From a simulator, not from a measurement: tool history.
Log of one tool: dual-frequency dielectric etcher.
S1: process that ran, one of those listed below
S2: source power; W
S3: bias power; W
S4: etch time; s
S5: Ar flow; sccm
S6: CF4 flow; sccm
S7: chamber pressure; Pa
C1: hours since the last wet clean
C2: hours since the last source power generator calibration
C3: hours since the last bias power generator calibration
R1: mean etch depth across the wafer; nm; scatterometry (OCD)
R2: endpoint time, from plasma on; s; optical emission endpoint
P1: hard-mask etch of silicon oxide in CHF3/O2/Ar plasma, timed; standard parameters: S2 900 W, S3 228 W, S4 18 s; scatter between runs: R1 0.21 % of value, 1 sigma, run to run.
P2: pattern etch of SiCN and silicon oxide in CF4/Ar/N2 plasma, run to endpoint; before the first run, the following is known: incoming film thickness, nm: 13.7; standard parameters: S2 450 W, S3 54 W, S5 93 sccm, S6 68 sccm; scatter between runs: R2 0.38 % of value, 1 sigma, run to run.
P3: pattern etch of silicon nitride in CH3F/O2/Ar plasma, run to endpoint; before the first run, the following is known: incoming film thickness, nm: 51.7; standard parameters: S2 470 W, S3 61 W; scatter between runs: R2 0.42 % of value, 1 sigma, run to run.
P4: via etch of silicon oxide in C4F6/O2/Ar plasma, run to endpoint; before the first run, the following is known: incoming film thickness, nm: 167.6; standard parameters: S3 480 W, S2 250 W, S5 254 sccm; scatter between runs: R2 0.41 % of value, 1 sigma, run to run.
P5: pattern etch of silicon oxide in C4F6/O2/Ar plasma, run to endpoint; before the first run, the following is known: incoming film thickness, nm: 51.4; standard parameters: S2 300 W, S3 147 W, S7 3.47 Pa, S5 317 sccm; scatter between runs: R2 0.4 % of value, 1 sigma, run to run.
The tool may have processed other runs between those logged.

| run | hour | S1 | S2 | S3 | S4 | S5 | S6 | S7 | C1 | C2 | C3 | R1 | R2 |
|---|---|---|---|---|---|---|---|---|---|---|---|---|---|
| 1 | 7.9 | P1 | 900 | 228 | 18 |  |  |  | 96.7 | 534.6 | 644.8 | 45.027 |  |
| 2 | 16.7 | P1 | 900 | 228 | 27 |  |  |  | 105.5 | 543.4 | 653.6 | 67.445 |  |
| 3 | 31.1 | P3 | 470 | 61 |  |  |  |  | 119.9 | 557.8 | 668 |  | 74.39 |
| 4 | 45.7 | P1 | 1210 | 296 | 18 |  |  |  | 134.5 | 572.4 | 682.6 | 55.138 |  |
| 5 | 60.7 | P3 | 470 | 49 |  |  |  |  | 149.5 | 587.4 | 697.6 |  | 80.127 |
| 6 | 73.4 | P2 | 450 | 54 |  | 93 | 96 |  | 162.2 | 600.1 | 710.3 |  | 16.376 |
| 7 | 82.4 | P4 | 250 | 292 |  | 254 |  |  | 171.2 | 609.1 | 719.3 |  | 53.751 |
| 8 | 94.7 | P5 | 180 | 147 |  | 317 |  | 3.47 | 183.5 | 621.4 | 731.6 |  | 23.35 |
| 9 | 110.1 | P5 | 300 | 147 |  | 317 |  | 3.47 | 198.9 | 636.8 | 747 |  | 19.107 |
| 10 | 125 | P2 | 450 | 38 |  | 93 | 68 |  | 213.8 | 651.7 | 761.9 |  | 19.155 |
| 11 | 141.6 | P4 | 180 | 480 |  | 254 |  |  | 230.4 | 668.3 | 778.5 |  | 50.564 |
| 12 | 151.5 | P5 | 300 | 147 |  | 317 |  | 4.6 | 240.3 | 678.2 | 788.4 |  | 19.763 |
| 13 | 163.1 | P3 | 360 | 61 |  |  |  |  | 251.9 | 689.8 | 800 |  | 82.868 |
| 14 | 176.2 | P1 | 900 | 228 | 18 |  |  |  | 265 | 702.9 | 813.1 | 45.097 |  |
| 15 | 187.4 | P1 | 900 | 228 | 18 |  |  |  | 276.2 | 714.1 | 824.3 | 45.209 |  |
| 16 | 201.4 | P4 | 250 | 480 |  | 192 |  |  | 290.2 | 728.1 | 838.3 |  | 43.36 |
|  | 201.5 | source power generator calibrated |
| 17 | 209.2 | P1 | 900 | 142 | 18 |  |  |  | 298 | 7.8 | 846.1 | 38.733 |  |
| 18 | 223.5 | P1 | 900 | 190 | 22.5 |  |  |  | 312.3 | 22.1 | 860.4 | 53.113 |  |
| 19 | 232 | P1 | 900 | 228 | 18 |  |  |  | 320.8 | 30.6 | 868.9 | 45.246 |  |
| 20 | 247.2 | P1 | 620 | 228 | 18 |  |  |  | 336 | 45.8 | 884.1 | 39.29 |  |
| 21 | 256.9 | P2 | 450 | 54 |  | 60 | 68 |  | 345.7 | 55.5 | 893.8 |  | 16.203 |
| 22 | 267.6 | P2 | 450 | 54 |  | 93 | 68 |  | 356.4 | 66.2 | 904.5 |  | 17.209 |
| 23 | 279.3 | P1 | 900 | 228 | 10 |  |  |  | 368.1 | 77.9 | 916.2 | 25.062 |  |
| 24 | 293.1 | P5 | 300 | 203 |  | 317 |  | 3.47 | 381.9 | 91.7 | 930 |  | 17.311 |
| 25 | 304.7 | P2 | 450 | 54 |  | 93 | 68 |  | 393.5 | 103.3 | 941.6 |  | 17.397 |
| 26 | 313.1 | P1 | 900 | 288 | 18 |  |  |  | 401.9 | 111.7 | 950 | 48.841 |  |
| 27 | 326.4 | P1 | 1080 | 228 | 23 |  |  |  | 415.2 | 125 | 963.3 | 61.75 |  |
| 28 | 336.4 | P4 | 250 | 480 |  | 254 |  |  | 425.2 | 135 | 973.3 |  | 44.699 |
| 29 | 352.9 | P5 | 300 | 147 |  | 449 |  | 3.47 | 441.7 | 151.5 | 989.8 |  | 19.832 |
| 30 | 364.1 | P1 | 1180 | 228 | 18 |  |  |  | 452.9 | 162.7 | 1001 | 50.102 |  |
| 31 | 371.7 | P3 | 470 | 61 |  |  |  |  | 460.5 | 170.3 | 1008.6 |  | 74.908 |
| 32 | 379.9 | P2 | 370 | 54 |  | 93 | 68 |  | 468.7 | 178.5 | 1016.8 |  | 20.526 |
| 33 | 392.7 | P1 | 900 | 228 | 18 |  |  |  | 481.5 | 191.3 | 1029.6 | 45.341 |  |
| 34 | 408.9 | P1 | 900 | 228 | 18 |  |  |  | 497.7 | 207.5 | 1045.8 | 45.155 |  |
| 35 | 416.8 | P1 | 900 | 228 | 18 |  |  |  | 505.6 | 215.4 | 1053.7 | 45.322 |  |
| 36 | 430.8 | P1 | 900 | 228 | 18 |  |  |  | 519.6 | 229.4 | 1067.7 | 45.48 |  |
| 37 | 442.5 | P1 | 900 | 228 | 18 |  |  |  | 531.3 | 241.1 | 1079.4 | 45.693 |  |
| 38 | 457.2 | P1 | 900 | 228 | 18 |  |  |  | 546 | 255.8 | 1094.1 | 45.681 |  |
| 39 | 468.2 | P1 | 900 | 228 | 18 |  |  |  | 557 | 266.8 | 1105.1 | 45.783 |  |
|  | 474.7 | wet clean of the chamber |
| 40 | 476.8 | P1 | 900 | 228 | 18 |  |  |  | 2.2 | 275.4 | 1113.7 | 45.942 |  |
| 41 | 488.9 | P1 | 900 | 228 | 18 |  |  |  | 14.3 | 287.5 | 1125.8 | 45.995 |  |
| 42 | 503.7 | P1 | 900 | 228 | 18 |  |  |  | 29.1 | 302.3 | 1140.6 | 45.782 |  |
| 43 | 516.8 | P1 | 900 | 228 | 18 |  |  |  | 42.2 | 315.4 | 1153.7 | 45.899 |  |
| 44 | 525.7 | P1 | 900 | 228 | 18 |  |  |  | 51.1 | 324.3 | 1162.6 | 46.054 |  |

The log shows P1 creeping away from where it was. Any of the 2 causes listed here, at the size stated for it, fits the log just as well as the others:
A: bias power that arrives over what is set, % = 4.79
B: source power that arrives over what is set, % = 4.32
The drift started at roughly hour 408.9.
Other possible causes, and why each is ruled out:
chamber walls in a state that raises the etch rate, %: its service at hour 474.7 followed the start of the drift and did not put the process back to its old value

Each of the check runs listed below is run on 2 wafers and reports their average, with the results left as question marks. Pick the one under which the possible causes would lead to clearly different results.
| check 1 | 534.6 | P4 | 250 | 306 |  | 210 |  |  |  |  |  |  | ? |
| check 2 | 534.6 | P3 | 390 | 61 |  |  |  |  |  |  |  |  | ? |
| check 3 | 534.6 | P2 | 450 | 42 |  | 93 | 79 |  |  |  |  |  | ? |
| check 4 | 534.6 | P5 | 200 | 147 |  | 411 |  | 3.47 |  |  |  |  | ? |

Check results expected under each cause:
| check | result | if A | if B |
|---|---|---|---|
| check 1 | R2 | 50.909 | 50.953 |
| check 2 | R2 | 78.862 | 78.808 |
| check 3 | R2 | 17.936 | 17.5 |
| check 4 | R2 | 22.718 | 22.685 |
Per-check spread between the two closest causes, in the result where they differ most: check 1 0.09 %; check 2 0.07 %; check 3 2.46 %; check 4 0.15 %
Only in check 3 would the causes give clearly different results; in the remaining checks their results would be nearly the same.

With check 3 done, the readings were: R2 17.472 s. Identify which of the listed causes applies.

The cause is B: source power that arrives over what is set, %.

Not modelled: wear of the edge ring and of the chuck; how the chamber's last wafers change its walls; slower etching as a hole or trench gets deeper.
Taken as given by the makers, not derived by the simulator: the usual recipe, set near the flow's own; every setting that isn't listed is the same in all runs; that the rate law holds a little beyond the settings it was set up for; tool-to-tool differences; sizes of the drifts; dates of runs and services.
